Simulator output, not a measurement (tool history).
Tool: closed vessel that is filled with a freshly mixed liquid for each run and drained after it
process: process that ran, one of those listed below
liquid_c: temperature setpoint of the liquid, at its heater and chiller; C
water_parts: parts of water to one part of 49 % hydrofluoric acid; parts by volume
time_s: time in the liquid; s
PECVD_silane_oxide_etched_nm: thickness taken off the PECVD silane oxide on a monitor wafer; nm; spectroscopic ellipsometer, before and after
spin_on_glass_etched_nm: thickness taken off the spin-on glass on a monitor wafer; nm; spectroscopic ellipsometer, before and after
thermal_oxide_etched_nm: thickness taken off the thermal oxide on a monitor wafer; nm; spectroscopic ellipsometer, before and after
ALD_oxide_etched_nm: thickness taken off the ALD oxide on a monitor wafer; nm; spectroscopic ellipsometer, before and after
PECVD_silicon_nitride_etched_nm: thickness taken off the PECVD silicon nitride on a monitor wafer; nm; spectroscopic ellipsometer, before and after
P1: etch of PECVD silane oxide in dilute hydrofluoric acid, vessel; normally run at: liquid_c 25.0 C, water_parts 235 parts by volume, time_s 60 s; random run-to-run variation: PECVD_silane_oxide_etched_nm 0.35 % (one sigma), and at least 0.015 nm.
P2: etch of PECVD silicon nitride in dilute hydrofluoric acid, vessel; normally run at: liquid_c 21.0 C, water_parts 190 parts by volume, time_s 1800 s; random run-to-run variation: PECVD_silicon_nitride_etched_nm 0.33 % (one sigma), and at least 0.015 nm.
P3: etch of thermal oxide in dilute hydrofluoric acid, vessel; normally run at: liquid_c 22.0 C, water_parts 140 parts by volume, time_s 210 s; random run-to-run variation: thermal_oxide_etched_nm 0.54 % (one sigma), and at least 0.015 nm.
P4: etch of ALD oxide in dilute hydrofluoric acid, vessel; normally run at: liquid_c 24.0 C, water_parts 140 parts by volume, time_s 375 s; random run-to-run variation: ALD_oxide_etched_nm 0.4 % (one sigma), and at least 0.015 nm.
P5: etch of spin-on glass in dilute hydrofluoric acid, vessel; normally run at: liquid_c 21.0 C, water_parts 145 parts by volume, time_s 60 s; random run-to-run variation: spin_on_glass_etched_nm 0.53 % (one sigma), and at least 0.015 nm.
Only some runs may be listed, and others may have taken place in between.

run   hour  process  liquid_c  water_parts  time_s  hours since the thermometer was replaced  hours since the hydrofluoric acid flow meter was replaced  PECVD_silane_oxide_etched_nm  spin_on_glass_etched_nm  thermal_oxide_etched_nm  ALD_oxide_etched_nm  PECVD_silicon_nitride_etched_nm
  1   11.6       P1      25.0          235      60                                    1583.0                                                      461.6                        8.2308
  2   18.4       P1      25.0          235      60                                    1589.8                                                      468.4                        8.2395
  3   25.2       P5      21.0          145      60                                    1596.6                                                      475.2                                                 17.813
  4   30.6       P1      25.0           70      90                                    1602.0                                                      480.6                       50.4160
  5   41.9       P1      25.0           60      60                                    1613.3                                                      491.9                       39.8860
  6   49.1       P1      25.0          365      60                                    1620.5                                                      499.1                        4.6517
  7   55.6       P5      21.0          145      60                                    1627.0                                                      505.6                                                 17.508
  8   62.5       P3      22.0          140     210                                    1633.9                                                      512.5                                                                          6.1857
  9   72.4       P3      22.0          140     210                                    1643.8                                                      522.4                                                                          6.2307
 10   80.7       P5      21.0          195      60                                    1652.1                                                      530.7                                                 12.603
 11   88.2       P4      24.0          140     375                                    1659.6                                                      538.2                                                                                              25.3710
 12   99.4       P2      21.0          190     995                                    1670.8                                                      549.4                                                                                                                                20.656
 13  107.4       P1      25.0          235      60                                    1678.8                                                      557.4                        8.2980
 14  118.1       P2      21.0           40    1800                                    1689.5                                                      568.1                                                                                                                               171.060
 15  126.6       P1      29.5          315      60                                    1698.0                                                      576.6                        6.5740
 16  135.2       P1      25.0          235     115                                    1706.6                                                      585.2                       15.7920
 17  146.5       P3      17.0          140     210                                    1717.9                                                      596.5                                                                          5.0687
 18  158.3       P1      25.0          235      60                                    1729.7                                                      608.3                        8.2502
 19  167.6       P4      24.0          140     375                                    1739.0                                                      617.6                                                                                              25.5110
 20  176.0       P4      24.0          140     110                                    1747.4                                                      626.0                                                                                               7.4288
 21  184.2       P1      25.0          235      30                                    1755.6                                                      634.2                        4.1456
 22  193.6       P3      22.0          255     210                                    1765.0                                                      643.6                                                                          2.9939
 23  202.5       P1      29.5          235      60                                    1773.9                                                      652.5                        9.6879
 24  208.5       P1      21.0          235      60                                    1779.9                                                      658.5                        7.1439
 25  216.6       P4      24.0          245     375                                    1788.0                                                      666.6                                                                                              12.9520
 26  224.6       P2      21.0          190    1800                                    1796.0                                                      674.6                                                                                                                                37.523
 27  232.8       P5      21.0          145     105                                    1804.2                                                      682.8                                                 30.871
 28  240.7       P2      27.0          190    1800                                    1812.1                                                      690.7                                                                                                                                54.783
 29  248.9       P4      31.0          140     375                                    1820.3                                                      698.9                                                                                              33.0030
 30  255.4       P5      26.5          145      60                                    1826.8                                                      705.4                                                 21.694
 31  261.1       P3      22.0          140      75                                    1832.5                                                      711.1                                                                          2.1872
 32  271.0       P1      25.0          235      60                                    1842.4                                                      721.0                        8.2179
 33  281.5       P1      25.0          235      60                                    1852.9                                                      731.5                        8.4985
 34  290.8       P1      25.0          235      60                                    1862.2                                                      740.8                        8.6141
 35  300.3       P1      25.0          235      60                                    1871.7                                                      750.3                        8.7558
 36  307.5       P1      25.0          235      60                                    1878.9                                                      757.5                        8.7834
 37  316.3       P1      25.0          235      60                                    1887.7                                                      766.3                        8.8466
 38  327.7       P1      25.0          235      60                                    1899.1                                                      777.7                        8.8054
 39  337.3       P1      25.0          235      60                                    1908.7                                                      787.3                        8.8805
 40  349.4       P1      25.0          235      60                                    1920.8                                                      799.4                        8.9249

What P1 gives has crept off from where it sat before. The 2 causes that follow fit the log equally well, each at the size noted:
A: hydrofluoric acid flow above the setpoint (%) = 5.56
B: liquid hotter than its thermometer reads (K) = 1.91
The onset of the drift is placed at about hour 271.0.

4 check runs are offered, one wafer each, their results left as question marks. Which one tells the causes apart?
check 1  361.5       P5      26.0          145      60                                                                                                                                                           ?
check 2  361.5       P4      27.5          235     375                                                                                                                                                                                                         ?
check 3  361.5       P2      21.0          190    1185                                                                                                                                                                                                                                          ?
check 4  361.5       P3      18.0          210     210                                                                                                                                                                                    ?

Predicted outcomes, by check and by cause:
  check                           result     if A     if B
check 1          spin_on_glass_etched_nm   22.818   22.996
check 2              ALD_oxide_etched_nm  16.5140  16.4730
check 3  PECVD_silicon_nitride_etched_nm   25.943   27.843
check 4          thermal_oxide_etched_nm   3.4801   3.5142
Separation of the two closest causes in each check, using whichever result separates them best: check 1 0.77 %; check 2 0.25 %; check 3 7.07 %; check 4 0.98 %
Of the check runs offered, only check 3 discriminates between the causes; the rest would read about the same regardless of which cause applies.

With check 3 done, the readings were: PECVD_silicon_nitride_etched_nm 27.909 nm. Identify which of the listed causes applies.

B is the cause: liquid hotter than its thermometer reads (K).

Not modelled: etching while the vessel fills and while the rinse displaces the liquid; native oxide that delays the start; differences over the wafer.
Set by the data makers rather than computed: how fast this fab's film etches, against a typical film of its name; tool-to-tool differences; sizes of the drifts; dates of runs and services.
